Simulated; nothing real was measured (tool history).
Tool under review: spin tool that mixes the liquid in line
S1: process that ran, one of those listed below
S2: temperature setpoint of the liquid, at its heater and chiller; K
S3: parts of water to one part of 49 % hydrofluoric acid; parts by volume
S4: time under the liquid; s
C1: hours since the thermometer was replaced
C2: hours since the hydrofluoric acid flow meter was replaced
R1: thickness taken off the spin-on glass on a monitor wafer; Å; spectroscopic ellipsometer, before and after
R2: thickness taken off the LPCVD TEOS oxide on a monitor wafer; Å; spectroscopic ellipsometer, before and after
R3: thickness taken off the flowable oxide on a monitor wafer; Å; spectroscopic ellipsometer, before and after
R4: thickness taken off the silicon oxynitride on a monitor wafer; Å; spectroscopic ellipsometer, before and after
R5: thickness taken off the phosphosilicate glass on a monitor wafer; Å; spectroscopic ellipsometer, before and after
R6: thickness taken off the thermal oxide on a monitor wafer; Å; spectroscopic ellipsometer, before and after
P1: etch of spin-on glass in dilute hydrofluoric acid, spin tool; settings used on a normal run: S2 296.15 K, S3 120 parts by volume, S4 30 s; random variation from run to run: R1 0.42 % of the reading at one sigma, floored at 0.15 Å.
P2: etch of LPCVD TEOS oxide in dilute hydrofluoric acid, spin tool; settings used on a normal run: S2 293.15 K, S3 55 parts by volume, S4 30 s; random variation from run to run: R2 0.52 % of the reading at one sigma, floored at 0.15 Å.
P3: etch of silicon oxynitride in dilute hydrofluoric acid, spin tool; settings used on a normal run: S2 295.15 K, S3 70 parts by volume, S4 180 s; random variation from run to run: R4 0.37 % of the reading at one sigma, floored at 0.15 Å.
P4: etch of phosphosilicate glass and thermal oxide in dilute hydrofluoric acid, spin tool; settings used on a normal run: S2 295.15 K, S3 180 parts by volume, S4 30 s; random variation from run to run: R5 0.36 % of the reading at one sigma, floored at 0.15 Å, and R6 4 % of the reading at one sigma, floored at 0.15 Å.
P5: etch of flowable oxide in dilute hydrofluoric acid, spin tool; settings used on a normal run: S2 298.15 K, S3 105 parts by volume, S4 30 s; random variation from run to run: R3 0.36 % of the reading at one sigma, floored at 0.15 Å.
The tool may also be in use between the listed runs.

run,day,S1,S2,S3,S4,C1,C2,R1,R2,R3,R4,R5,R6
1,0.183,P1,296.15,120,30,137.8,572.6,160.500,,,,,
2,0.308,P2,293.15,85,30,140.8,575.6,,108.000,,,,
3,0.412,P1,296.15,215,30,143.3,578.1,80.659,,,,,
4,0.554,P2,293.15,55,30,146.7,581.5,,172.170,,,,
5,0.717,P5,298.15,185,30,150.6,585.4,,,77.34,,,
6,0.829,P5,298.15,105,30,153.3,588.1,,,148.44,,,
7,0.983,P5,298.15,105,55,157.0,591.8,,,273.74,,,
8,1.083,P2,293.15,55,15,159.4,594.2,,86.823,,,,
9,1.212,P1,296.15,120,30,162.5,597.3,159.320,,,,,
10,1.350,P5,292.15,105,30,165.8,600.6,,,117.45,,,
11,1.454,P2,297.15,55,30,168.3,603.1,,204.700,,,,
12,1.629,P1,296.15,40,50,172.5,607.3,880.330,,,,,
13,1.779,P3,295.15,70,55,176.1,610.9,,,,30.785,,
14,1.954,P1,296.15,120,30,180.3,615.1,160.050,,,,,
15,2.038,P1,303.65,120,30,182.3,617.1,212.460,,,,,
16,2.133,P3,301.15,70,180,184.6,619.4,,,,135.890,,
17,2.283,P2,293.15,55,30,188.2,623.0,,175.110,,,,
18,2.450,P1,299.15,190,30,192.2,627.0,104.000,,,,,
19,2.612,P1,296.15,120,30,196.1,630.9,159.950,,,,,
20,2.783,P4,290.15,180,30,200.2,635.0,,,,,68.918,5.0652
21,2.962,P1,296.15,210,60,204.5,639.3,166.260,,,,,
22,3.083,P4,295.15,180,30,207.4,642.2,,,,,83.739,7.4568
23,3.238,P4,295.15,245,30,211.1,645.9,,,,,58.006,5.0609
24,3.371,P5,298.15,105,30,214.3,649.1,,,148.98,,,
25,3.488,P3,295.15,20,180,217.1,651.9,,,,366.000,,
26,3.642,P1,296.15,120,15,220.8,655.6,80.226,,,,,
27,3.771,P1,296.15,65,30,223.9,658.7,315.210,,,,,

The next listed run, before its measurement:
28,3.862,P4,295.15,180,15,226.1,660.9,,,,,?,?

For run 28 the tool returned R5 42.114 Å, R6 3.5505 Å.
